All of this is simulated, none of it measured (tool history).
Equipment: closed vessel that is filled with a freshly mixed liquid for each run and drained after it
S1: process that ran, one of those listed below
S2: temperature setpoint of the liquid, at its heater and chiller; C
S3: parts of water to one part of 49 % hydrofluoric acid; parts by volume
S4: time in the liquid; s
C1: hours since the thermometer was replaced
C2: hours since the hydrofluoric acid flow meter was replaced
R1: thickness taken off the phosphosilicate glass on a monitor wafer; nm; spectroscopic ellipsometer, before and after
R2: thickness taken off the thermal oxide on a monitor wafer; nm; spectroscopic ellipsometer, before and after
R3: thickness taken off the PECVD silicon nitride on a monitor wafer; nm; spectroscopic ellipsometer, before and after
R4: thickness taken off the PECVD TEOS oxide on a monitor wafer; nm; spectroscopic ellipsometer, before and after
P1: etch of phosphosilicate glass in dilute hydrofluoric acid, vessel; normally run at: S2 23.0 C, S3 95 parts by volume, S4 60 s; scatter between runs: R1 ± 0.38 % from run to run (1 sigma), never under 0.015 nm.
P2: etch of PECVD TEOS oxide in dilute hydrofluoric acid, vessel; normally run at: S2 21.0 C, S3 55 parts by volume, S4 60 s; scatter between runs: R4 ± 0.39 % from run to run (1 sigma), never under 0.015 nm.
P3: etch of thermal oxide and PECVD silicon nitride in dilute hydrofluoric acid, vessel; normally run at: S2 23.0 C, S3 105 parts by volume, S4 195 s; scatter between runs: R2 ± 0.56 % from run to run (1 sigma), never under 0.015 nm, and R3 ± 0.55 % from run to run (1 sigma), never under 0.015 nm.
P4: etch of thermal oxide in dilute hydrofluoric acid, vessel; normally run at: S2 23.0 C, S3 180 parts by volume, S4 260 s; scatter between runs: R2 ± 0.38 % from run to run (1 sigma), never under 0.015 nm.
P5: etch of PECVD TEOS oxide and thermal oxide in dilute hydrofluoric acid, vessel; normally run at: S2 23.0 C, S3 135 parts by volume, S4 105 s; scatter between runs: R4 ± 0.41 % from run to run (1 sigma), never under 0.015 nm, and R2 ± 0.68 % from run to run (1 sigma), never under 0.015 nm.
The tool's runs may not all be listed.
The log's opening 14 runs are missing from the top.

run 15 hour=96.5 | S1=P3 S2=17.0 S3=105 S4=195 | C1=293.4 C2=235.7 | R2=6.7200 R3=4.5375
run 16 hour=103.6 | S1=P2 S2=21.0 S3=85 S4=60 | C1=300.5 C2=242.8 | R4=15.420
run 17 hour=112.2 | S1=P1 S2=23.0 S3=95 S4=60 | C1=309.1 C2=251.4 | R1=62.536
run 18 hour=118.3 | S1=P1 S2=23.0 S3=95 S4=30 | C1=315.2 C2=257.5 | R1=31.148
run 19 hour=124.1 | S1=P5 S2=23.0 S3=50 S4=105 | C1=321.0 C2=263.3 | R2=9.5061 R4=48.106
run 20 hour=129.4 | S1=P5 S2=23.0 S3=135 S4=170 | C1=326.3 C2=268.6 | R2=5.0429 R4=25.840
run 21 hour=134.8 | S1=P1 S2=23.0 S3=95 S4=60 | C1=331.7 C2=274.0 | R1=62.903
run 22 hour=142.1 | S1=P3 S2=23.0 S3=105 S4=80 | C1=339.0 C2=281.3 | R2=3.5345 R3=2.8043
run 23 hour=149.7 | S1=P2 S2=21.0 S3=55 S4=30 | C1=346.6 C2=288.9 | R4=12.370
run 24 hour=157.9 | S1=P5 S2=23.0 S3=135 S4=105 | C1=354.8 C2=297.1 | R2=3.1472 R4=15.996
run 25 hour=163.7 | S1=P1 S2=17.0 S3=95 S4=60 | C1=360.6 C2=302.9 | R1=48.585
run 26 hour=170.5 | S1=P2 S2=21.0 S3=55 S4=60 | C1=367.4 C2=309.7 | R4=24.775
run 27 hour=178.2 | S1=P1 S2=23.0 S3=95 S4=90 | C1=375.1 C2=317.4 | R1=94.050
run 28 hour=183.3 | S1=P5 S2=17.0 S3=135 S4=105 | C1=380.2 C2=322.5 | R2=2.4703 R4=12.578
run 29 hour=192.3 | S1=P2 S2=27.0 S3=55 S4=60 | C1=389.2 C2=331.5 | R4=31.558
run 30 hour=200.2 | S1=P4 S2=23.0 S3=180 S4=95 | C1=397.1 C2=339.4 | R2=2.1169
run 31 hour=205.3 | S1=P1 S2=23.0 S3=95 S4=60 | C1=402.2 C2=344.5 | R1=62.558
run 32 hour=211.7 | S1=P1 S2=23.0 S3=95 S4=60 | C1=408.6 C2=350.9 | R1=64.625

For run 33, what comes out?
run 33 hour=215.8 | S1=P1 S2=23.0 S3=95 S4=60 | C1=412.7 C2=355.0 | R1=?

{"run 33": {"R1": 64.994}}
